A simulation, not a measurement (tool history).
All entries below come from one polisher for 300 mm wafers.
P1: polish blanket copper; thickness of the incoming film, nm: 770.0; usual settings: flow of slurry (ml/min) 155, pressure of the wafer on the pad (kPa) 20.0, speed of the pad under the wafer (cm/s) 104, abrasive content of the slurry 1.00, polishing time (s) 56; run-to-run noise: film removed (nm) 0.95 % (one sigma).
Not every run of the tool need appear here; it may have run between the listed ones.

run,hour,flow of slurry (ml/min),pressure of the wafer on the pad (kPa),speed of the pad under the wafer (cm/s),abrasive content of the slurry,polishing time (s),wafers polished on this pad,hours since the slurry nozzle was cleaned,hours since the head pressure was calibrated,hours since the slurry blender was calibrated,film removed (nm)
1,3.9,155,20.0,104,1.00,56,178,610.4,223.9,32.6,161.200
2,9.7,155,20.0,104,1.00,56,234,616.2,229.7,38.4,159.980
3,15.3,155,20.0,104,1.00,56,288,621.8,235.3,44.0,162.740
4,21.2,155,20.0,104,1.00,77,345,627.7,241.2,49.9,222.980
5,25.5,155,31.0,104,0.75,56,387,632.0,245.5,54.2,239.250
6,28.6,155,20.0,104,1.00,25,417,635.1,248.6,57.3,72.748
7,33.0,155,27.6,104,1.00,82,460,639.5,253.0,61.7,333.990
8,37.8,155,20.0,104,1.00,56,506,644.3,257.8,66.5,163.700
9,43.3,155,20.0,154,1.00,56,560,649.8,263.3,72.0,241.090
10,47.6,155,20.0,104,0.65,56,601,654.1,267.6,76.3,147.290
11,52.6,155,20.0,104,1.00,56,650,659.1,272.6,81.3,162.050
12,57.4,95,20.0,104,1.00,56,696,663.9,277.4,86.1,145.010
13,60.5,155,20.0,50,1.00,56,726,667.0,280.5,89.2,79.335
14,63.6,155,20.0,104,1.00,56,756,670.1,283.6,92.3,164.500
# hour 66.4: slurry blender recalibrated
15,67.5,155,9.7,104,1.00,56,794,674.0,287.5,1.1,79.972
16,70.2,155,20.0,104,1.30,56,820,676.7,290.2,3.8,173.230
17,75.5,225,20.0,104,1.00,56,872,682.0,295.5,9.1,174.270
18,78.4,155,26.2,104,1.00,56,900,684.9,298.4,12.0,211.570
19,81.5,155,20.0,66,0.65,56,930,688.0,301.5,15.1,93.541
20,86.5,155,20.0,104,1.00,56,978,693.0,306.5,20.1,162.900
21,90.6,155,20.0,104,1.00,56,1018,697.1,310.6,24.2,164.850
22,95.3,155,20.0,104,1.00,56,1064,701.8,315.3,28.9,152.420
23,99.2,155,20.0,104,1.00,56,1102,705.7,319.2,32.8,151.550
# hour 100.2: slurry blender recalibrated
# hour 100.4: head pressure recalibrated
24,102.2,155,20.0,104,1.00,56,1131,708.7,1.8,2.1,151.090
25,107.0,155,20.0,104,1.00,56,1177,713.5,6.6,6.9,149.430
26,110.6,155,20.0,104,1.00,56,1212,717.1,10.2,10.5,147.540
27,114.7,155,20.0,104,1.00,56,1252,721.2,14.3,14.6,145.490

What P1 gives has crept away from where it was. These 2 causes fit the log equally well, each at the size given:
A: removal rate lost through wear of the pad, % = 9.76
B: slurry flow missing at the pad, % = 38.5
The creep began at about hour 90.6.
The rest of the possible causes, and what rules out each one:
head's pressure below its setpoint, %: its service at hour 100.4 followed the start of the drift and did not put the process back to its old value
abrasive missing from the slurry, %: its service at hour 100.2 followed the start of the drift and did not put the process back to its old value

The 4 check runs listed below each average the results of 2 wafers, and their outcomes are marked with question marks. Under which run would the listed causes produce clearly different results?
check 1,118.8,155,9.7,104,1.25,56,,,,,?
check 2,118.8,155,20.0,104,0.65,56,,,,,?
check 3,118.8,95,20.0,78,1.00,56,,,,,?
check 4,118.8,155,20.0,104,0.75,56,,,,,?

How each check would come out, cause by cause:
check,result,if A,if B
check 1,film removed (nm),74.365,74.355
check 2,film removed (nm),134.140,134.120
check 3,film removed (nm),99.223,93.926
check 4,film removed (nm),138.130,138.110
Per-check spread between the two closest causes, in the result where they differ most: check 1 0.01 %; check 2 0.01 %; check 3 5.49 %; check 4 0.01 %
Only in check 3 would the causes give clearly different results; in the remaining checks their results would be nearly the same.

After running check 3, the following was obtained: film removed (nm) 99.495. Which cause does this point to?

Of the candidate causes, it is A: removal rate lost through wear of the pad, %.
